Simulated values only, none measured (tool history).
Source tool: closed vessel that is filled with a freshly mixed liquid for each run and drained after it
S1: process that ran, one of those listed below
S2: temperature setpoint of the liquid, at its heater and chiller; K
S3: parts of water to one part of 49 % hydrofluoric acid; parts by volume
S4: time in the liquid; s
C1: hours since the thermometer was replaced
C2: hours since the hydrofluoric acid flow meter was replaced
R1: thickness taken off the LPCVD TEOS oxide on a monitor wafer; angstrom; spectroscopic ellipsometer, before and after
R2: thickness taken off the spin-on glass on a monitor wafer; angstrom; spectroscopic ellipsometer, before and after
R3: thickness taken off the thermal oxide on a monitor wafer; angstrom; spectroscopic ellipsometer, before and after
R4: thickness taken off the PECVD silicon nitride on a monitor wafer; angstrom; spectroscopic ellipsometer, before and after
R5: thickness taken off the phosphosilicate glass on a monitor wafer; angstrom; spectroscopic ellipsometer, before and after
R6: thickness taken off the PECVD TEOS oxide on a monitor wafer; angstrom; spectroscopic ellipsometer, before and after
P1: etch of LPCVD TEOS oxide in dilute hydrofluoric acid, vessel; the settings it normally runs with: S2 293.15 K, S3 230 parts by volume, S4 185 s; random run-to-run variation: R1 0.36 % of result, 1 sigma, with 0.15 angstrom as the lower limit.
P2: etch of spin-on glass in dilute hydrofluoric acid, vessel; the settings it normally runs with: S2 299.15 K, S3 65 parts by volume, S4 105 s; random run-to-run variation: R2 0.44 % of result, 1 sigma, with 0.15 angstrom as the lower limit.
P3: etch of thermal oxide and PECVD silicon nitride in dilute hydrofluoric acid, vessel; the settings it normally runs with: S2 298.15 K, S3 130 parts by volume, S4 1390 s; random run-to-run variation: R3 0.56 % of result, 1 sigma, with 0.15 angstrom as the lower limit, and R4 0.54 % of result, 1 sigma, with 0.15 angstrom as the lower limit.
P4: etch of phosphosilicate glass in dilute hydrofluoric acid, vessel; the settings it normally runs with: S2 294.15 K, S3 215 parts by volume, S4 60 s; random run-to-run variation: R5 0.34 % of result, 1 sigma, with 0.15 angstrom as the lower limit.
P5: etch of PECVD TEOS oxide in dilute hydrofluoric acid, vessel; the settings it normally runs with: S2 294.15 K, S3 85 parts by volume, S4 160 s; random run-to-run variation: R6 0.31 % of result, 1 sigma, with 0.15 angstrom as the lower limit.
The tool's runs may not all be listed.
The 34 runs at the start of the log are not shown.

run   hour  S1      S2   S3   S4      C1      C2       R1  R2  R3  R4  R5  R6
 35  367.4  P1  293.15  230  185  1000.9  1274.1  142.530
 36  381.2  P1  293.15  230  185  1014.7  1287.9  146.040
 37  395.2  P1  293.15  230  185  1028.7  1301.9  146.640
 38  409.0  P1  293.15  230  185  1042.5  1315.7  149.810
 39  417.4  P1  293.15  230  185  1050.9  1324.1  148.680
 40  431.6  P1  293.15  230  185  1065.1  1338.3  149.990
 41  438.9  P1  293.15  230  185  1072.4  1345.6  149.260
 42  452.8  P1  293.15  230  185  1086.3  1359.5  149.940

Run 43 has not been measured yet. What should we expect?
 43  462.1  P1  293.15  230  185  1095.6  1368.8   ?

{"run 43": {"R1": 150.3}}
